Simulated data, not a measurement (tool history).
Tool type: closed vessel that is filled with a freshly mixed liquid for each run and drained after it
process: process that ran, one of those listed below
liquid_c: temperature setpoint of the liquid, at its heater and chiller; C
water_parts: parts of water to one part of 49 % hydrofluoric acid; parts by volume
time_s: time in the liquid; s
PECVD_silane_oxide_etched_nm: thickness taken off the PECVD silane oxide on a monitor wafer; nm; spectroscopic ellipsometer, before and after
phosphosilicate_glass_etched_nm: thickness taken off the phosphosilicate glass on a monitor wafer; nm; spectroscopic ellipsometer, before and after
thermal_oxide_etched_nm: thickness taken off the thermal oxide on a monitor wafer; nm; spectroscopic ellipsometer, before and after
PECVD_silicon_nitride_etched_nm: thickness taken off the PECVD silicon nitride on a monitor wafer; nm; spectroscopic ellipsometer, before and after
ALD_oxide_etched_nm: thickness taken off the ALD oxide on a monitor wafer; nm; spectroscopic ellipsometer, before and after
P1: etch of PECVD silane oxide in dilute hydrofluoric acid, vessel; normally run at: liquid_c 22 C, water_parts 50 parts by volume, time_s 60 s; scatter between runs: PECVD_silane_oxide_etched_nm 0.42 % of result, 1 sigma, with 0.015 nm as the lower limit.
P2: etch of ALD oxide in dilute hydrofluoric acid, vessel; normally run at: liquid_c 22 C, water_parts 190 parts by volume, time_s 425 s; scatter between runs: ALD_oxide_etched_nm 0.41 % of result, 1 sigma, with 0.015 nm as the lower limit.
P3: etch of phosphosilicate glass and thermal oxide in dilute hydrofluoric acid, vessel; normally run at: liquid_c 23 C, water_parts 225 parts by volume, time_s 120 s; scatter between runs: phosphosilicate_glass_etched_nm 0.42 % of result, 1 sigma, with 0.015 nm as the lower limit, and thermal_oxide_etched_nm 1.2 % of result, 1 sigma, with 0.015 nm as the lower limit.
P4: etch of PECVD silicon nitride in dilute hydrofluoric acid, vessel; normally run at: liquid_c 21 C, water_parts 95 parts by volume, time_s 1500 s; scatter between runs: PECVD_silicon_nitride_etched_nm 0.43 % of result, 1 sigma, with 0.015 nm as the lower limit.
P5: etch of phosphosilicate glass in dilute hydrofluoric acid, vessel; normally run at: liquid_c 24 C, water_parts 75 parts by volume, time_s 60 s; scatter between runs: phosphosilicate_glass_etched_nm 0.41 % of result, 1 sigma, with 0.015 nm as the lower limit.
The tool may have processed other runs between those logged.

run	hour	process	liquid_c	water_parts	time_s	hours since the thermometer was replaced	hours since the hydrofluoric acid flow meter was replaced	PECVD_silane_oxide_etched_nm	phosphosilicate_glass_etched_nm	thermal_oxide_etched_nm	PECVD_silicon_nitride_etched_nm	ALD_oxide_etched_nm
1	17.8	P1	22	50	60	1240	307.5	17.835				
2	26.7	P1	22	50	60	1248.9	316.4	17.729				
3	43.1	P3	23	225	30	1265.3	332.8		11.672	0.57159		
4	55	P1	22	85	100	1277.2	344.7	16.761				
5	64.3	P1	22	20	60	1286.5	354	46.075				
6	79.8	P5	24	30	60	1302	369.5		211.35			
7	93.4	P1	22	70	60	1315.6	383.1	12.306				
8	102.6	P3	23	225	120	1324.8	392.3		46.688	2.3259		
9	116.3	P5	24	75	30	1338.5	406		40.083			
10	132.5	P4	29	95	1500	1354.7	422.2				44.617	
11	144.3	P1	27	50	60	1366.5	434	21.716				
12	161.1	P1	22	50	35	1383.3	450.8	10.311				
13	170.3	P2	22	190	425	1392.5	460					19.426
# hour 175: hydrofluoric acid flow meter replaced
14	182.5	P3	23	225	120	1404.7	7.6		46.64	2.3319		
15	190.4	P2	22	190	695	1412.6	15.5					31.705
16	206	P4	21	95	1500	1428.2	31.1				26.086	
17	223.9	P2	17	190	425	1446.1	49					15.971
18	235.8	P1	22	50	60	1458	60.9	17.721				
19	246.7	P4	21	170	1500	1468.9	71.8				14.803	
20	263	P1	22	50	60	1485.2	88.1	17.813				
21	276.1	P5	24	75	60	1498.3	101.2		80.588			
22	284.5	P1	17	50	60	1506.7	109.6	14.311				
23	294.5	P2	22	190	425	1516.7	119.6					19.433
24	303.3	P1	22	50	100	1525.5	128.4	29.776				
25	317.5	P1	22	50	60	1539.7	142.6	17.81				
26	335.4	P1	22	50	60	1557.6	160.5	17.768				
27	353.3	P5	20.5	75	60	1575.5	178.4		69.389			
28	370.2	P3	23	70	120	1592.4	195.3		178.37	8.8768		
29	380.3	P4	21	95	315	1602.5	205.4				5.4776	
30	398.2	P1	18.5	50	30	1620.4	223.3	7.6527				
31	408.6	P3	26.5	225	120	1630.8	233.7		53.288	2.6367		
32	416.6	P2	22	95	425	1638.8	241.7					43.447
33	431.5	P1	22	50	60	1653.7	256.6	17.738				
34	441	P1	22	50	60	1663.2	266.1	17.4				
35	456.6	P1	22	50	60	1678.8	281.7	17.044				
36	464.6	P1	22	50	60	1686.8	289.7	16.772				
37	482.2	P1	22	50	60	1704.4	307.3	16.664				
38	494.7	P1	22	50	60	1716.9	319.8	16.591				
39	506.6	P1	22	50	60	1728.8	331.7	16.564				

Run 40 comes next. What will it give?
40	522.8	P1	22	50	60	1745	347.9	?				

{"run 40": {"PECVD_silane_oxide_etched_nm": 16.6}}
